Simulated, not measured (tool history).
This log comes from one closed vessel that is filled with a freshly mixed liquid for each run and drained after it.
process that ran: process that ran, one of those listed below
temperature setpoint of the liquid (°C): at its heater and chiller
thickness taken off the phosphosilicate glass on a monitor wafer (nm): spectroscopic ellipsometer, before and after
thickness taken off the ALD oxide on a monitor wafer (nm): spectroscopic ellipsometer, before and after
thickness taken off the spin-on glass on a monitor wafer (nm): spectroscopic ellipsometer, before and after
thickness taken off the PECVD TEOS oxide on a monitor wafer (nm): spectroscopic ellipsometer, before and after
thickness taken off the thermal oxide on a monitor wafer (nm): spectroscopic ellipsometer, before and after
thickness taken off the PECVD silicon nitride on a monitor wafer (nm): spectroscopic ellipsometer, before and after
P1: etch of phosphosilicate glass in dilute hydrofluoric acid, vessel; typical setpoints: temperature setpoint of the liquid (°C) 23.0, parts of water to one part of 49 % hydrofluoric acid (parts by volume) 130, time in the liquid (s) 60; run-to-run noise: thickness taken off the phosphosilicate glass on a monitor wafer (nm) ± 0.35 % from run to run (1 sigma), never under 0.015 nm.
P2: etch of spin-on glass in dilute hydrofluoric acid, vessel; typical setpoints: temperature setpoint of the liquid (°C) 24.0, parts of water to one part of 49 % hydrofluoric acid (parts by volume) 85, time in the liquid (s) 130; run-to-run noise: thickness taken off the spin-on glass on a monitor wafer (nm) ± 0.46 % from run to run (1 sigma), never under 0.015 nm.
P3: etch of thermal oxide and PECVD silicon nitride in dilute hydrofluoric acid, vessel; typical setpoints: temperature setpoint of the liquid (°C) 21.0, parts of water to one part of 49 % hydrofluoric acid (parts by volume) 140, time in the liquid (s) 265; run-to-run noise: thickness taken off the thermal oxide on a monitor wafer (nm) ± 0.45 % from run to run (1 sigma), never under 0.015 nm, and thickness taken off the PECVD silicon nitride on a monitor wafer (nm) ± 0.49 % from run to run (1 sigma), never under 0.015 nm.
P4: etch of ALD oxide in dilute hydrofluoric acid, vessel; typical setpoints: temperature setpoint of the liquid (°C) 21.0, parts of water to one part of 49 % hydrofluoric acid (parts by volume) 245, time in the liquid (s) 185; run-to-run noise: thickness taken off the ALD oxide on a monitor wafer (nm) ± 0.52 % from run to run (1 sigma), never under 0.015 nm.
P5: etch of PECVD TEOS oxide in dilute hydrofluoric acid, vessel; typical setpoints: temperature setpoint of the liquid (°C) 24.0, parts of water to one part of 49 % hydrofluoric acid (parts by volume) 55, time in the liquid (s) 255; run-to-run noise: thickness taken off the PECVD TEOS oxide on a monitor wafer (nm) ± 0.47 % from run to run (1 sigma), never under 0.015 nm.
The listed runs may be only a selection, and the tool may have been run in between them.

run	hour	process that ran	temperature setpoint of the liquid (°C)	parts of water to one part of 49 % hydrofluoric acid (parts by volume)	time in the liquid (s)	hours since the thermometer was replaced	hours since the hydrofluoric acid flow meter was replaced	thickness taken off the phosphosilicate glass on a monitor wafer (nm)	thickness taken off the ALD oxide on a monitor wafer (nm)	thickness taken off the spin-on glass on a monitor wafer (nm)	thickness taken off the PECVD TEOS oxide on a monitor wafer (nm)	thickness taken off the thermal oxide on a monitor wafer (nm)	thickness taken off the PECVD silicon nitride on a monitor wafer (nm)
1	8.0	P1	23.0	130	60	782.0	1905.1	54.130					
2	15.5	P1	19.5	130	60	789.5	1912.6	46.945					
3	23.8	P4	21.0	245	185	797.8	1920.9		6.6479				
4	32.1	P2	24.0	85	30	806.1	1929.2			9.0307			
5	37.5	P1	30.0	130	60	811.5	1934.6	70.309					
6	43.6	P5	24.0	55	125	817.6	1940.7				20.901		
7	49.7	P1	23.0	225	60	823.7	1946.8	28.217					
8	59.0	P3	21.0	140	265	833.0	1956.1					7.5327	4.30070
9	67.0	P3	21.0	140	60	841.0	1964.1					1.7053	0.97034
10	72.1	P4	21.0	245	265	846.1	1969.2		9.4891				
11	76.7	P1	26.5	45	60	850.7	1973.8	199.250					
12	83.2	P4	28.5	245	185	857.2	1980.3		8.6570				
13	90.3	P5	24.0	55	255	864.3	1987.4				42.542		
14	97.5	P1	23.0	130	100	871.5	1994.6	90.259					
15	106.3	P1	23.0	50	60	880.3	2003.4	153.920					
16	114.8	P1	23.0	130	60	888.8	2011.9	54.045					
17	121.5	P1	23.0	130	60	895.5	2018.6	53.962					
18	126.6	P1	23.0	130	60	900.6	2023.7	54.001					
19	134.5	P1	23.0	130	30	908.5	2031.6	26.997					
# hour 135.0: thermometer replaced
20	141.7	P2	24.0	45	130	6.8	2038.8			78.0280			
21	145.9	P3	21.0	255	265	11.0	2043.0					3.6885	2.38130
22	153.8	P5	24.0	55	255	18.9	2050.9				42.713		
23	158.5	P4	21.0	425	185	23.6	2055.6		3.2473				
24	167.6	P2	24.0	85	130	32.7	2064.7			38.9700			
25	174.9	P1	23.0	130	60	40.0	2072.0	54.135					
26	182.5	P3	28.5	140	265	47.6	2079.6					9.9024	6.92640
27	186.9	P1	23.0	130	60	52.0	2084.0	54.297					
28	195.6	P3	21.0	140	265	60.7	2092.7					7.5914	4.34370
29	202.5	P5	17.0	55	255	67.6	2099.6				31.494		
30	207.3	P1	23.0	130	60	72.4	2104.4	53.849					
31	213.7	P5	24.0	95	255	78.8	2110.8				23.436		
32	220.5	P2	30.5	85	130	85.6	2117.6			50.6490			
33	228.2	P1	23.0	130	60	93.3	2125.3	54.091					
34	235.4	P1	23.0	130	60	100.5	2132.5	55.475					
35	244.5	P1	23.0	130	60	109.6	2141.6	56.178					
36	253.0	P1	23.0	130	60	118.1	2150.1	56.943					
37	261.9	P1	23.0	130	60	127.0	2159.0	57.506					
38	268.5	P1	23.0	130	60	133.6	2165.6	57.689					
39	277.4	P1	23.0	130	60	142.5	2174.5	57.818					
40	281.5	P1	23.0	130	60	146.6	2178.6	58.184					
41	288.0	P1	23.0	130	60	153.1	2185.1	57.860					
42	292.7	P1	23.0	130	60	157.8	2189.8	58.370					
43	301.8	P1	23.0	130	60	166.9	2198.9	57.804					

Compared with where it was, what P1 gives has crept away. Each cause listed below fits the log as well as the rest, at the size given for it:
A: liquid hotter than its thermometer reads (K) = 1.77
B: hydrofluoric acid flow above the setpoint (%) = 6.17
Creep in the process output first set in at about hour 228.2.

Question marks stand in for the results of the 4 check runs listed below, each run on one wafer. Under which run would the listed causes show clearly different results?
check 1	310.9	P4	21.0	315	185				?				
check 2	310.9	P5	18.5	55	255						?		
check 3	310.9	P2	28.5	85	130					?			
check 4	310.9	P3	26.5	235	265							?	?

What every check run would give for each of its results, assuming each possible cause in turn:
check	result	if A	if B
check 1	thickness taken off the ALD oxide on a monitor wafer (nm)	5.1127	5.1843
check 2	thickness taken off the PECVD TEOS oxide on a monitor wafer (nm)	36.443	36.021
check 3	thickness taken off the spin-on glass on a monitor wafer (nm)	50.1240	50.0830
check 4	thickness taken off the thermal oxide on a monitor wafer (nm)	5.2853	5.3569
check 4	thickness taken off the PECVD silicon nitride on a monitor wafer (nm)	4.04730	3.86200
Smallest distance between any two causes, each pair judged by its most separating result, in per cent: check 1 1.39 %; check 2 1.17 %; check 3 0.08 %; check 4 4.69 %
The other checks would show nearly matching results whichever cause is true, so check 4 is the only one that separates the causes.

Here is what check 4 returned: thickness taken off the thermal oxide on a monitor wafer (nm) 5.2814; thickness taken off the PECVD silicon nitride on a monitor wafer (nm) 4.03680. Which cause is it?

The cause is A: liquid hotter than its thermometer reads (K).
